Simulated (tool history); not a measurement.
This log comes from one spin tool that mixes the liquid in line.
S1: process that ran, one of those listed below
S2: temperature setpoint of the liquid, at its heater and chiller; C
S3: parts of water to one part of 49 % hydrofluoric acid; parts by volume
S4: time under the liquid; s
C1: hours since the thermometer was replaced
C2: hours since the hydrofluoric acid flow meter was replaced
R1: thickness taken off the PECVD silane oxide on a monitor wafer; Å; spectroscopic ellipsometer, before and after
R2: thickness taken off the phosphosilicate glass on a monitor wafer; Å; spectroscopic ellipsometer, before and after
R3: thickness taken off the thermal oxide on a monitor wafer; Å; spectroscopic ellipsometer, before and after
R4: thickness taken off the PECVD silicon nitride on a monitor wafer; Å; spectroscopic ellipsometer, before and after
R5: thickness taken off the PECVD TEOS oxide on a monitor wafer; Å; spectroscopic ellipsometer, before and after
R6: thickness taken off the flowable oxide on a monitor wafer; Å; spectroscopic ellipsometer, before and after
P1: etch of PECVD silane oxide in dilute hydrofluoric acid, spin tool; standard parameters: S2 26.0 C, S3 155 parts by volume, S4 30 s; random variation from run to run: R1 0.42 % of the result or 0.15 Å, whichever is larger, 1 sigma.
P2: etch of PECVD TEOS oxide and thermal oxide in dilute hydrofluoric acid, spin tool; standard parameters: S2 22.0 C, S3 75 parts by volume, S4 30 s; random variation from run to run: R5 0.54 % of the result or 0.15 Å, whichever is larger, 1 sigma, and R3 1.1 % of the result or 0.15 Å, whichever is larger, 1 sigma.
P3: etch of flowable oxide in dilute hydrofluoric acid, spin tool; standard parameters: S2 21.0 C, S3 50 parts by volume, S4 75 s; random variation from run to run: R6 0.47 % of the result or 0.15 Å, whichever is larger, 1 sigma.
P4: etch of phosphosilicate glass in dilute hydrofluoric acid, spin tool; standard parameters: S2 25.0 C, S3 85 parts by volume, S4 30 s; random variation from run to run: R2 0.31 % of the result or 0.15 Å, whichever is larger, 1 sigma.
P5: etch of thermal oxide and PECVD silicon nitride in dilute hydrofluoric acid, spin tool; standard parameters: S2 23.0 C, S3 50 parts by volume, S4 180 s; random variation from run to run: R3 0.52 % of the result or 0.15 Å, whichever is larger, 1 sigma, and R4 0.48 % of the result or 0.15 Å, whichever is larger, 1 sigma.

run,hour,S1,S2,S3,S4,C1,C2,R1,R2,R3,R4,R5,R6
1,8.9,P1,26.0,155,30,2177.2,1000.7,99.560,,,,,
2,19.5,P1,26.0,155,15,2187.8,1011.3,49.178,,,,,
3,34.6,P1,26.0,155,50,2202.9,1026.4,164.550,,,,,
4,48.1,P4,25.0,85,15,2216.4,1039.9,,308.66,,,,
5,61.7,P5,23.0,50,180,2230.0,1053.5,,,173.3200,116.750,,
6,71.1,P2,22.0,75,15,2239.4,1062.9,,,9.0195,,34.650,
7,78.1,P5,23.0,20,180,2246.4,1069.9,,,454.2800,284.390,,
8,90.8,P2,29.5,75,30,2259.1,1082.6,,,23.9560,,94.363,
9,99.3,P4,33.0,85,30,2267.6,1091.1,,840.08,,,,
10,106.0,P1,26.0,75,30,2274.3,1097.8,225.180,,,,,
11,113.8,P3,28.0,50,75,2282.1,1105.6,,,,,,679.81
12,124.3,P2,22.0,115,30,2292.6,1116.1,,,11.1800,,43.577,
# hour 133.5: thermometer replaced
13,133.8,P1,31.5,155,30,0.4,1125.6,120.280,,,,,
14,144.0,P5,23.0,50,285,10.6,1135.8,,,275.4200,186.120,,
15,152.2,P1,21.5,155,30,18.8,1144.0,83.334,,,,,
16,164.0,P2,22.0,75,30,30.6,1155.8,,,18.1910,,69.831,
17,177.1,P1,26.0,155,30,43.7,1168.9,99.072,,,,,
18,189.3,P4,25.0,85,30,55.9,1181.1,,614.08,,,,
19,200.4,P3,21.0,50,75,67.0,1192.2,,,,,,508.20
20,207.3,P1,26.0,270,30,73.9,1199.1,50.164,,,,,
21,222.2,P4,25.0,85,30,88.8,1214.0,,614.32,,,,
22,233.6,P1,18.0,155,50,100.2,1225.4,121.220,,,,,
23,247.4,P1,26.0,155,30,114.0,1239.2,98.416,,,,,
24,261.7,P5,18.0,50,180,128.3,1253.5,,,140.7500,83.362,,
25,271.6,P1,26.0,155,30,138.2,1263.4,99.206,,,,,
26,283.7,P4,25.0,145,30,150.3,1275.5,,334.61,,,,
27,294.2,P1,26.0,155,30,160.8,1286.0,99.309,,,,,
28,302.7,P3,21.0,90,75,169.3,1294.5,,,,,,273.18
29,311.9,P5,23.0,50,180,178.5,1303.7,,,173.2900,116.720,,
30,321.6,P1,26.0,155,30,188.2,1313.4,98.906,,,,,
31,330.5,P2,22.0,75,30,197.1,1322.3,,,17.9600,,69.879,
32,344.7,P3,21.0,50,40,211.3,1336.5,,,,,,270.71
33,352.8,P1,26.0,155,30,219.4,1344.6,99.848,,,,,
34,364.7,P1,26.0,155,30,231.3,1356.5,95.992,,,,,
35,372.1,P1,26.0,155,30,238.7,1363.9,94.357,,,,,
36,383.0,P1,26.0,155,30,249.6,1374.8,92.791,,,,,
37,394.0,P1,26.0,155,30,260.6,1385.8,92.783,,,,,
38,406.9,P1,26.0,155,30,273.5,1398.7,91.692,,,,,
39,415.8,P1,26.0,155,30,282.4,1407.6,92.108,,,,,
40,427.5,P1,26.0,155,30,294.1,1419.3,91.900,,,,,

Run 41, settings as shown, results not yet in. Your forecast:
41,439.5,P1,26.0,155,30,306.1,1431.3,?,,,,,

{"run 41": {"R1": 91.187}}
